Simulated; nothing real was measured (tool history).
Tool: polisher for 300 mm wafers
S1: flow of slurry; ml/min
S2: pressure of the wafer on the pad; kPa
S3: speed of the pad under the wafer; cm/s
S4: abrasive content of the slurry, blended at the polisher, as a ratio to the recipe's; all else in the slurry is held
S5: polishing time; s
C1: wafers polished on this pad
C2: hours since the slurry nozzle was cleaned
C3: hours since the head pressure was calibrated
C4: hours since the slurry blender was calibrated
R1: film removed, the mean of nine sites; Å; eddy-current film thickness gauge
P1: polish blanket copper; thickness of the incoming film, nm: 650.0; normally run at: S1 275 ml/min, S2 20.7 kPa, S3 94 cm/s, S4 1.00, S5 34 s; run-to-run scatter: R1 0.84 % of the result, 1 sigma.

Run 1, day 0.358: S1 275 ml/min, S2 20.7 kPa, S3 94 cm/s, S4 1.00, S5 34 s; C1 861; C2 181.6; C3 933.2; C4 57.5. Result: R1 1041.90 Å.
Run 2, day 1.004: S1 175 ml/min, S2 20.7 kPa, S3 94 cm/s, S4 1.00, S5 50 s; C1 1036; C2 197.1; C3 948.7; C4 73.0. Result: R1 1479.10 Å.
Run 3, day 1.583: S1 275 ml/min, S2 20.7 kPa, S3 94 cm/s, S4 1.00, S5 48 s; C1 1193; C2 211.0; C3 962.6; C4 86.9. Result: R1 1494.20 Å.
Run 4, day 2.096: S1 275 ml/min, S2 20.7 kPa, S3 118 cm/s, S4 1.00, S5 34 s; C1 1332; C2 223.3; C3 974.9; C4 99.2. Result: R1 1326.40 Å.
Run 5, day 2.446: S1 275 ml/min, S2 20.7 kPa, S3 94 cm/s, S4 1.50, S5 34 s; C1 1427; C2 231.7; C3 983.3; C4 107.6. Result: R1 1156.00 Å.
Run 6, day 2.871: S1 275 ml/min, S2 11.7 kPa, S3 94 cm/s, S4 1.00, S5 34 s; C1 1542; C2 241.9; C3 993.5; C4 117.8. Result: R1 606.57 Å.
Run 7, day 3.329: S1 275 ml/min, S2 20.7 kPa, S3 94 cm/s, S4 1.00, S5 16 s; C1 1666; C2 252.9; C3 1004.5; C4 128.8. Result: R1 502.64 Å.
Run 8, day 3.742: S1 385 ml/min, S2 20.7 kPa, S3 94 cm/s, S4 0.70, S5 34 s; C1 1778; C2 262.8; C3 1014.4; C4 138.7. Result: R1 1014.20 Å.
Run 9, day 4.229: S1 400 ml/min, S2 20.7 kPa, S3 94 cm/s, S4 1.00, S5 34 s; C1 1910; C2 274.5; C3 1026.1; C4 150.4. Result: R1 1088.70 Å.
Run 10, day 4.796: S1 275 ml/min, S2 20.7 kPa, S3 94 cm/s, S4 1.00, S5 34 s; C1 2064; C2 288.1; C3 1039.7; C4 164.0. Result: R1 1052.60 Å.
Run 11, day 5.379: S1 275 ml/min, S2 20.7 kPa, S3 94 cm/s, S4 0.55, S5 34 s; C1 2222; C2 302.1; C3 1053.7; C4 178.0. Result: R1 930.73 Å.
Run 12, day 5.971: S1 275 ml/min, S2 20.7 kPa, S3 94 cm/s, S4 1.00, S5 34 s; C1 2382; C2 316.3; C3 1067.9; C4 192.2. Result: R1 1038.60 Å.
Run 13, day 6.529: S1 165 ml/min, S2 20.7 kPa, S3 94 cm/s, S4 1.00, S5 34 s; C1 2534; C2 329.7; C3 1081.3; C4 205.6. Result: R1 989.79 Å.
Run 14, day 7.225: S1 275 ml/min, S2 20.7 kPa, S3 62 cm/s, S4 1.00, S5 34 s; C1 2722; C2 346.4; C3 1098.0; C4 222.3. Result: R1 701.32 Å.
Run 15, day 7.904: S1 275 ml/min, S2 20.7 kPa, S3 94 cm/s, S4 1.00, S5 34 s; C1 2907; C2 362.7; C3 1114.3; C4 238.6. Result: R1 1049.60 Å.
Run 16, day 8.333: S1 275 ml/min, S2 20.7 kPa, S3 94 cm/s, S4 1.00, S5 34 s; C1 3023; C2 373.0; C3 1124.6; C4 248.9. Result: R1 1061.90 Å.
Run 17, day 9.050: S1 275 ml/min, S2 20.7 kPa, S3 94 cm/s, S4 1.00, S5 34 s; C1 3217; C2 390.2; C3 1141.8; C4 266.1. Result: R1 1052.40 Å.
Run 18, day 9.767: S1 275 ml/min, S2 29.6 kPa, S3 94 cm/s, S4 1.00, S5 34 s; C1 3411; C2 407.4; C3 1159.0; C4 283.3. Result: R1 1509.20 Å.
Run 19, day 10.167: S1 275 ml/min, S2 20.7 kPa, S3 94 cm/s, S4 1.00, S5 34 s; C1 3520; C2 417.0; C3 1168.6; C4 292.9. Result: R1 1064.10 Å.
Run 20, day 10.733: S1 275 ml/min, S2 20.7 kPa, S3 94 cm/s, S4 1.00, S5 34 s; C1 3674; C2 430.6; C3 1182.2; C4 306.5. Result: R1 1024.90 Å.
Run 21, day 11.371: S1 275 ml/min, S2 20.7 kPa, S3 94 cm/s, S4 1.00, S5 34 s; C1 3846; C2 445.9; C3 1197.5; C4 321.8. Result: R1 1018.20 Å.
Run 22, day 11.938: S1 275 ml/min, S2 20.7 kPa, S3 94 cm/s, S4 1.00, S5 34 s; C1 4000; C2 459.5; C3 1211.1; C4 335.4. Result: R1 1014.80 Å.
At day 12.296: head pressure recalibrated.
Run 23, day 12.354: S1 275 ml/min, S2 20.7 kPa, S3 94 cm/s, S4 1.00, S5 34 s; C1 4113; C2 469.5; C3 1.4; C4 345.4. Result: R1 1009.40 Å.
At day 12.412: slurry blender recalibrated.
Run 24, day 12.783: S1 275 ml/min, S2 20.7 kPa, S3 94 cm/s, S4 1.00, S5 34 s; C1 4229; C2 479.8; C3 11.7; C4 9.0. Result: R1 1016.00 Å.
Run 25, day 13.396: S1 275 ml/min, S2 20.7 kPa, S3 94 cm/s, S4 1.00, S5 34 s; C1 4395; C2 494.5; C3 26.4; C4 23.7. Result: R1 1010.00 Å.
Run 26, day 13.967: S1 275 ml/min, S2 20.7 kPa, S3 94 cm/s, S4 1.00, S5 34 s; C1 4550; C2 508.2; C3 40.1; C4 37.4. Result: R1 1008.30 Å.
Run 27, day 14.562: S1 275 ml/min, S2 20.7 kPa, S3 94 cm/s, S4 1.00, S5 34 s; C1 4712; C2 522.5; C3 54.4; C4 51.7. Result: R1 992.97 Å.

What P1 gives has crept away from where it was. These 2 causes fit the log equally well, each at the size given:
A: removal rate lost through wear of the pad, % = 4.98
B: slurry flow missing at the pad, % = 34.6
The creep began at about day 10.167.
Why every other cause is out:
head's pressure below its setpoint, %: serviced at day 12.296, which brought nothing back
abrasive missing from the slurry, %: serviced at day 12.412, which brought nothing back

4 check runs are offered, each on 5 wafers whose results are averaged, their results left as question marks. Which one tells the causes apart?
Run check 1, day 15.158: S1 170 ml/min, S2 20.7 kPa, S3 94 cm/s, S4 1.00, S5 34 s. Result: R1 ?.
Run check 2, day 15.158: S1 275 ml/min, S2 26.9 kPa, S3 94 cm/s, S4 1.00, S5 34 s. Result: R1 ?.
Run check 3, day 15.158: S1 275 ml/min, S2 20.7 kPa, S3 72 cm/s, S4 1.00, S5 34 s. Result: R1 ?.
Run check 4, day 15.158: S1 275 ml/min, S2 20.7 kPa, S3 94 cm/s, S4 1.20, S5 34 s. Result: R1 ?.

What each check would give under each cause:
  check  result     if A     if B
check 1      R1   945.85   918.91
check 2      R1  1305.00  1305.00
check 3      R1   768.92   768.91
check 4      R1  1044.30  1044.30
How far apart the two closest causes lie, in the result that separates them most: check 1 2.89 %; check 2 0 %; check 3 0 %; check 4 0 %
Only check 1 tells the causes apart: in the others they would give nearly the same result.

Check 1 was then run and gave: R1 945.95 Å. Which cause is it?

It is A: removal rate lost through wear of the pad, %.
